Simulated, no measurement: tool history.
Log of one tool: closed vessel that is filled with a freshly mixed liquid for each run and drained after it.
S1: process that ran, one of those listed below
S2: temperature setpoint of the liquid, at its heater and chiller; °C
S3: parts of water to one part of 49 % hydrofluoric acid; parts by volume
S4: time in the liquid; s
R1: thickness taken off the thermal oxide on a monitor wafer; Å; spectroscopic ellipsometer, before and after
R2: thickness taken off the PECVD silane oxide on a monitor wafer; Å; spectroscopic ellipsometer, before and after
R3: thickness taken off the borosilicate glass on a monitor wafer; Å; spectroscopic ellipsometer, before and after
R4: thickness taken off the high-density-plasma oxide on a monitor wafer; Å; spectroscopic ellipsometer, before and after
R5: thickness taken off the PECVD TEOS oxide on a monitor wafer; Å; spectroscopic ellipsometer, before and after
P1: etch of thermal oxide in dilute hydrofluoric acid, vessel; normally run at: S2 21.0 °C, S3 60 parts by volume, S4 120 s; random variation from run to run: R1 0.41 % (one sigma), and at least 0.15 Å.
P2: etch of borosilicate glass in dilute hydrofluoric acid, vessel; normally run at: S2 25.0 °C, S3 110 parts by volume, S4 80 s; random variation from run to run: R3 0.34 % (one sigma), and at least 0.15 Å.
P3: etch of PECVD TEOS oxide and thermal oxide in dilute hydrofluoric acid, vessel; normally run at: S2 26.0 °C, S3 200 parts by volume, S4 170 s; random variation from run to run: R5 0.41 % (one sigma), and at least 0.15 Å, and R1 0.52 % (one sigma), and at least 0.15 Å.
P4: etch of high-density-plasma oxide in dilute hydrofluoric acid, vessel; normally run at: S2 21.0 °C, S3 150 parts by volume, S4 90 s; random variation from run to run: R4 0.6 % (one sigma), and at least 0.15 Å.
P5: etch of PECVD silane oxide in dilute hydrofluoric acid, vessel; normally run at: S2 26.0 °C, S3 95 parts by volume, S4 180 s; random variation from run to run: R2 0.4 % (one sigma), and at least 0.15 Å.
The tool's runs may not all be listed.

run     day  S1    S2   S3   S4       R1      R2       R3       R4       R5
  1   0.346  P1  21.0   60  120   86.714
  2   0.712  P5  19.5   95  180           378.74
  3   0.983  P2  25.0  110   30                    106.48
  4   1.329  P4  21.0  150   90                             47.874
  5   1.875  P5  26.0  175  180           244.83
  6   2.183  P1  24.5   60   55   46.089
  7   2.675  P2  25.0   25   80                   1403.00
  8   3.054  P1  27.0   60  120  110.860
  9   3.404  P3  26.0  200  170   39.667                            133.110
 10   3.704  P1  21.0   60  120   86.960
 11   4.250  P1  26.5   60   70   63.033
 12   4.633  P1  21.0   60  120   86.273
 13   5.192  P1  21.0   60  120   86.637
 14   5.450  P4  27.0  150   90                             59.986
 15   5.992  P1  17.0   85  120   50.215
 16   6.421  P2  25.0  110   80                    284.49
 17   6.921  P3  26.0  200   85   20.236                             66.256
 18   7.396  P1  21.0   60  120   86.763
 19   7.646  P1  21.0   60   30   21.755
 20   7.942  P3  34.0  200  170   52.818                            174.850
 21   8.300  P1  21.0   35  120  153.910
 22   8.542  P3  26.0  110  170   80.944                            270.200
 23   8.942  P4  21.0  150   30                             15.857
 24   9.196  P4  21.0   75   90                            102.700
 25   9.638  P4  21.0  150   90                             47.914
 26  10.092  P1  21.0   85  120   59.559
 27  10.350  P2  17.0  110   80                    204.93
 28  10.683  P1  21.0   60  120   87.326
 29  11.000  P1  17.0   60  120   73.387
 30  11.275  P5  26.0   95  180           494.93
 31  11.604  P1  21.0   60  220  158.270
 32  12.075  P5  26.0   95  270           736.99
 33  12.538  P5  26.0   95  180           494.22
 34  13.033  P1  21.0   60  120   86.133
 35  13.504  P1  21.0   60  120   83.501
 36  13.846  P1  21.0   60  120   82.316
 37  14.088  P1  21.0   60  120   81.485
 38  14.571  P1  21.0   60  120   80.660
 39  15.083  P1  21.0   60  120   79.802
 40  15.538  P1  21.0   60  120   78.926
 41  16.088  P1  21.0   60  120   79.100
 42  16.496  P1  21.0   60  120   79.116
 43  17.025  P1  21.0   60  120   78.660
 44  17.379  P1  21.0   60  120   78.805

What P1 gives has crept away from where it was. These 2 causes fit the log equally well, each at the size given:
A: hydrofluoric acid flow below the setpoint (%) = 8.7
B: liquid colder than its thermometer reads (K) = 2.32
The creep began at about day 13.033.

4 check runs are offered, one wafer each, their results left as question marks. Which one tells the causes apart?
check 1  17.733  P4  24.5   75   90               ?
check 2  17.733  P5  21.0   95  265       ?
check 3  17.733  P2  17.5  110   80           ?
check 4  17.733  P3  33.5  200  110   ?               ?

What each check would give under each cause:
  check  result     if A     if B
check 1      R4  108.320  108.980
check 2      R2   538.60   541.63
check 3      R3   190.16   190.90
check 4      R1   29.994   31.150
check 4      R5   99.672  103.510
How far apart the two closest causes lie, in the result that separates them most: check 1 0.61 %; check 2 0.56 %; check 3 0.39 %; check 4 3.78 %
Check 4 tells the causes apart: in the others they would give nearly the same result.

Check 4 was then run and gave: R1 31.195 Å; R5 103.840 Å. Which cause is it?

It is B: liquid colder than its thermometer reads (K).
